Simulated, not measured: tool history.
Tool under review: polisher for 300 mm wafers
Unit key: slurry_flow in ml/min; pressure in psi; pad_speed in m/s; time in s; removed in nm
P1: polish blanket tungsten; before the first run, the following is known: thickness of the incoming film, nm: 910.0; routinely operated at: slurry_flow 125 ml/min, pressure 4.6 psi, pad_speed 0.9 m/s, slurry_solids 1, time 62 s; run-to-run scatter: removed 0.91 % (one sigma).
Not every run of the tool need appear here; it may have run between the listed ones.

run	hour	slurry_flow	pressure	pad_speed	slurry_solids	time	wafers polished on this pad	hours since the slurry nozzle was cleaned	hours since the head pressure was calibrated	hours since the slurry blender was calibrated	hours since the slurry got fresh peroxide	removed
1	13.4	125	4.6	0.9	1	62	354	49.3	459.6	285.4	79.9	355.81
2	25	125	4.6	0.58	1	83	513	60.9	471.2	297	91.5	307.64
3	38.5	125	4.6	0.9	1	62	699	74.4	484.7	310.5	105	350.86
4	52.6	125	4.6	0.6	1	62	893	88.5	498.8	324.6	119.1	235.77
5	64.7	125	6.9	0.9	1	62	1059	100.6	510.9	336.7	131.2	537.19
6	79	125	4.6	0.9	1	62	1256	114.9	525.2	351	145.5	357.83
7	86.1	125	4.6	0.9	1	62	1354	122	532.3	358.1	152.6	360.26
8	95	125	4.6	0.9	0.65	62	1476	130.9	541.2	367	161.5	324.42
9	106.8	75	4.6	0.4	1	62	1638	142.7	553	378.8	173.3	137.06
10	115.7	125	4.6	0.9	1.4	62	1761	151.6	561.9	387.7	182.2	381.66
11	125.2	75	4.6	0.9	1	62	1892	161.1	571.4	397.2	191.7	315.28
12	135.2	125	4.6	0.9	1	62	2029	171.1	581.4	407.2	201.7	354.48
13	141.9	125	4.6	0.9	1	82	2121	177.8	588.1	413.9	208.4	471.87
# hour 147.1: slurry tank refilled with fresh slurry and peroxide
14	150.2	125	4.6	1.44	1	62	2235	186.1	596.4	422.2	3.2	571.49
# hour 154.4: worn pad replaced by a new one
15	163.9	125	4.6	0.9	1	62	131	199.8	610.1	435.9	16.9	355.82
16	177.3	125	4.6	0.9	1	31	315	213.2	623.5	449.3	30.3	178.82
17	189.2	190	4.6	0.9	1	62	479	225.1	635.4	461.2	42.2	385.08
18	198.5	125	2.1	0.9	1	62	607	234.4	644.7	470.5	51.5	162.52
19	205	125	4.6	0.9	1	62	696	240.9	651.2	477	58	352.67
20	214	125	4.6	0.9	1	62	820	249.9	660.2	486	67	345.65
21	226.8	125	4.6	0.9	1	62	996	262.7	673	498.8	79.8	338.24
22	233.4	125	4.6	0.9	1	62	1087	269.3	679.6	505.4	86.4	332.62
# hour 239.6: slurry blender recalibrated
# hour 242.3: slurry tank refilled with fresh slurry and peroxide
23	244.8	125	4.6	0.9	1	62	1244	280.7	691	5.2	2.6	324.76
24	255.7	125	4.6	0.9	1	62	1394	291.6	701.9	16.1	13.5	322.83
# hour 264.2: worn pad replaced by a new one
25	265.4	125	4.6	0.9	1	62	16	301.3	711.6	25.8	23.2	322.13
26	279.7	125	4.6	0.9	1	62	213	315.6	725.9	40.1	37.5	320.17
27	290.9	125	4.6	0.9	1	62	367	326.8	737.1	51.3	48.7	322.73
28	303.7	125	4.6	0.9	1	62	543	339.6	749.9	64.1	61.5	319.33

What P1 gives has crept off from where it sat before. The 2 causes that follow fit the log equally well, each at the size noted:
A: slurry flow missing at the pad, % = 37.6
B: head's pressure below its setpoint, % = 11.3
The process output started creeping at around hour 205.
What rules out each remaining cause:
removal rate lost through wear of the pad, %: serviced after onset, at hour 264.2, with no recovery of the prior output
abrasive missing from the slurry, %: serviced after onset, at hour 239.6, with no recovery of the prior output
peroxide lost from the slurry, %: serviced after onset, at hour 242.3, with no recovery of the prior output

Which of the 4 check runs listed below, each an average over 3 wafers with its results shown as question marks, gives clearly different results under the different listed causes?
check 1	316.5	125	3.6	0.9	1.3	62						?
check 2	316.5	190	3.4	0.9	1	62						?
check 3	316.5	125	2.3	0.9	1	81						?
check 4	316.5	125	4.6	1.4	1.25	62						?

Check results expected under each cause:
check	result	if A	if B
check 1	removed	263.9	263.75
check 2	removed	260.83	251.1
check 3	removed	206.86	206.74
check 4	removed	519.59	519.29
How far apart the two closest causes lie, in the result that separates them most: check 1 0.06 %; check 2 3.8 %; check 3 0.06 %; check 4 0.06 %
Only check 2 tells the causes apart: in the others they would give nearly the same result.

With check 2 done, the readings were: removed 260.62 nm. Identify which of the listed causes applies.

It is A: slurry flow missing at the pad, %.
